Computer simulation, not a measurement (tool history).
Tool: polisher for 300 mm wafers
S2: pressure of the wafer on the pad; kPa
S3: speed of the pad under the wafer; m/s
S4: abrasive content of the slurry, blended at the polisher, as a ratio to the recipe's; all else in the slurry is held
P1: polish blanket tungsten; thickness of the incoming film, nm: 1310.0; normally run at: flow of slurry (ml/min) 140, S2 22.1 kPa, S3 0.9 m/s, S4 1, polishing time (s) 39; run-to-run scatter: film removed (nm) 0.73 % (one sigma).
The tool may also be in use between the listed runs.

Run 1, hour 3.3: flow of slurry (ml/min) 140, S2 22.1 kPa, S3 0.9 m/s, S4 1, polishing time (s) 39. Result: film removed (nm) 157.07.
Run 2, hour 7.9: flow of slurry (ml/min) 140, S2 22.1 kPa, S3 0.9 m/s, S4 1, polishing time (s) 39. Result: film removed (nm) 156.56.
Run 3, hour 11: flow of slurry (ml/min) 140, S2 22.1 kPa, S3 1.42 m/s, S4 1, polishing time (s) 39. Result: film removed (nm) 249.98.
Run 4, hour 13.3: flow of slurry (ml/min) 85, S2 22.1 kPa, S3 0.9 m/s, S4 1, polishing time (s) 39. Result: film removed (nm) 139.53.
Run 5, hour 15.5: flow of slurry (ml/min) 140, S2 29 kPa, S3 0.9 m/s, S4 1, polishing time (s) 39. Result: film removed (nm) 210.94.
Run 6, hour 18.8: flow of slurry (ml/min) 140, S2 22.1 kPa, S3 0.9 m/s, S4 1, polishing time (s) 39. Result: film removed (nm) 158.
Run 7, hour 23.2: flow of slurry (ml/min) 140, S2 22.1 kPa, S3 0.9 m/s, S4 1.4, polishing time (s) 39. Result: film removed (nm) 173.04.
Run 8, hour 26: flow of slurry (ml/min) 140, S2 22.1 kPa, S3 0.9 m/s, S4 1, polishing time (s) 39. Result: film removed (nm) 160.08.
Run 9, hour 29.8: flow of slurry (ml/min) 140, S2 10.3 kPa, S3 0.9 m/s, S4 1, polishing time (s) 39. Result: film removed (nm) 74.051.
At hour 29.9: slurry nozzle cleaned.
Run 10, hour 32.8: flow of slurry (ml/min) 210, S2 22.1 kPa, S3 0.9 m/s, S4 1, polishing time (s) 39. Result: film removed (nm) 170.67.
Run 11, hour 37.6: flow of slurry (ml/min) 140, S2 22.1 kPa, S3 0.9 m/s, S4 1, polishing time (s) 39. Result: film removed (nm) 159.81.
Run 12, hour 42.5: flow of slurry (ml/min) 140, S2 22.1 kPa, S3 0.5 m/s, S4 1, polishing time (s) 39. Result: film removed (nm) 87.154.
Run 13, hour 44.8: flow of slurry (ml/min) 140, S2 22.1 kPa, S3 0.9 m/s, S4 1, polishing time (s) 22. Result: film removed (nm) 89.837.
Run 14, hour 49.8: flow of slurry (ml/min) 140, S2 22.1 kPa, S3 0.9 m/s, S4 1, polishing time (s) 39. Result: film removed (nm) 158.06.
Run 15, hour 54: flow of slurry (ml/min) 140, S2 22.1 kPa, S3 1.36 m/s, S4 1, polishing time (s) 24. Result: film removed (nm) 148.32.
At hour 57.6: head pressure recalibrated.
Run 16, hour 58.3: flow of slurry (ml/min) 140, S2 22.1 kPa, S3 0.9 m/s, S4 0.6, polishing time (s) 39. Result: film removed (nm) 139.55.
Run 17, hour 62.1: flow of slurry (ml/min) 140, S2 22.1 kPa, S3 0.9 m/s, S4 1, polishing time (s) 62. Result: film removed (nm) 252.32.
Run 18, hour 67.1: flow of slurry (ml/min) 140, S2 22.1 kPa, S3 0.9 m/s, S4 1, polishing time (s) 39. Result: film removed (nm) 161.68.

Run 19 comes next. What will it give?
Run 19, hour 70.1: flow of slurry (ml/min) 140, S2 22.1 kPa, S3 0.9 m/s, S4 1, polishing time (s) 39. Result: film removed (nm) ?.

film removed (nm): 151.91
